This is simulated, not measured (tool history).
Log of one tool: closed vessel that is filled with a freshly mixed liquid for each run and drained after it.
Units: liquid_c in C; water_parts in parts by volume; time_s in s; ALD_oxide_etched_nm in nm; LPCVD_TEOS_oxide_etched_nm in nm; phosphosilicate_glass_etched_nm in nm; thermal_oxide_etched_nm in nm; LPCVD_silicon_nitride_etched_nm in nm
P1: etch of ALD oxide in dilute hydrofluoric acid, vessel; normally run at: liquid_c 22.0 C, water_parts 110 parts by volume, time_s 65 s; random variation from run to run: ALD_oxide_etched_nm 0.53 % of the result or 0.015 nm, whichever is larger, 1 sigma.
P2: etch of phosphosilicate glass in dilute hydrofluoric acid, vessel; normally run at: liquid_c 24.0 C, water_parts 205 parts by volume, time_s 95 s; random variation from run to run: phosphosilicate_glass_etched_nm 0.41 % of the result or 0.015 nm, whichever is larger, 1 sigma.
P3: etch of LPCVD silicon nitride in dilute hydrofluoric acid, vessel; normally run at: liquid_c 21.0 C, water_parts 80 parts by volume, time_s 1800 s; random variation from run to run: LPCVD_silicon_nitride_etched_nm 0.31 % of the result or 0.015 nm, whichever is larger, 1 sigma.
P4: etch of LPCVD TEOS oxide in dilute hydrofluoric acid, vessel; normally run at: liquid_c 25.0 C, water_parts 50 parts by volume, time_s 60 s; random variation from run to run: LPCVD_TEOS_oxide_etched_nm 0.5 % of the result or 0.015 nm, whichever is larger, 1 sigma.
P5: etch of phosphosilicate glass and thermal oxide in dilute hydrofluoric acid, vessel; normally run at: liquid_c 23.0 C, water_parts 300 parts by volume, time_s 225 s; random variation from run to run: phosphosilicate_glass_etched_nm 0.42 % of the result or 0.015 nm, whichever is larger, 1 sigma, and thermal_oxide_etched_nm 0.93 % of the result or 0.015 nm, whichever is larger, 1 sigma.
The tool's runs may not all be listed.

run   hour  process  liquid_c  water_parts  time_s  hours since the thermometer was replaced  hours since the hydrofluoric acid flow meter was replaced  ALD_oxide_etched_nm  LPCVD_TEOS_oxide_etched_nm  phosphosilicate_glass_etched_nm  thermal_oxide_etched_nm  LPCVD_silicon_nitride_etched_nm
  1    2.5       P1      22.0          110      65                                     415.4                                                     1263.6               6.5520
  2    6.5       P4      25.0           50     115                                     419.4                                                     1267.6                                           75.006
  3   10.2       P5      23.0          300     440                                     423.1                                                     1271.3                                                                            67.537                   5.3940
  4   14.5       P3      21.0           20    1800                                     427.4                                                     1275.6                                                                                                                                     38.2730
  5   17.3       P2      24.0          205      95                                     430.2                                                     1278.4                                                                            24.809
  6   20.3       P1      22.0          170      65                                     433.2                                                     1281.4               3.9223
  7   24.6       P2      24.0          205     180                                     437.5                                                     1285.7                                                                            47.137
  8   29.1       P1      22.0          110      30                                     442.0                                                     1290.2               2.9941
  9   33.1       P5      23.0          300     225                                     446.0                                                     1294.2                                                                            34.327                   2.7713
 10   37.6       P2      24.0          205      95                                     450.5                                                     1298.7                                                                            24.933
 11   40.1       P1      26.5           65      65                                     453.0                                                     1301.2              13.9130
 12   42.3       P1      22.0          110      65                                     455.2                                                     1303.4               6.4984
 13   44.3       P4      33.0           50      60                                     457.2                                                     1305.4                                           53.794
 14   48.2       P3      17.0           80    1800                                     461.1                                                     1309.3                                                                                                                                      7.5711
 15   52.6       P1      22.0           50      65                                     465.5                                                     1313.7              15.3390
 16   55.7       P1      22.0          110      65                                     468.6                                                     1316.8               6.4959
 17   59.2       P2      24.0           85      95                                     472.1                                                     1320.3                                                                            68.784
 18   63.1       P1      22.0          110      65                                     476.0                                                     1324.2               6.5108
 19   65.1       P1      27.0          110      65                                     478.0                                                     1326.2               7.8458
 20   67.2       P1      17.0          110      65                                     480.1                                                     1328.3               5.3101
 21   70.1       P4      25.0           50      60                                     483.0                                                     1331.2                                           39.582
 22   73.9       P1      22.0          110      65                                     486.8                                                     1335.0               6.5500
 23   76.5       P2      30.0          205      95                                     489.4                                                     1337.6                                                                            30.809
 24   78.5       P4      25.0           75      60                                     491.4                                                     1339.6                                           25.390
 25   81.3       P1      30.0          190      65                                     494.2                                                     1342.4               4.6054
 26   84.7       P5      23.0          300     225                                     497.6                                                     1345.8                                                                            34.563                   2.8244
 27   88.1       P5      23.0           90     225                                     501.0                                                     1349.2                                                                           143.220                  11.5740
 28   90.5       P5      19.0          300     225                                     503.4                                                     1351.6                                                                            29.997                   2.4110
 29   94.4       P3      21.0           80    1800                                     507.3                                                     1355.5                                                                                                                                      9.9709
 30   97.6       P3      21.0           80    3300                                     510.5                                                     1358.7                                                                                                                                     18.2900
 31  101.1       P4      25.0           50      60                                     514.0                                                     1362.2                                           39.028

The next listed run, before its measurement:
 32  103.2       P1      22.0          110     110                                     516.1                                                     1364.3                    ?

Run 32 gave ALD_oxide_etched_nm 10.9770 nm.
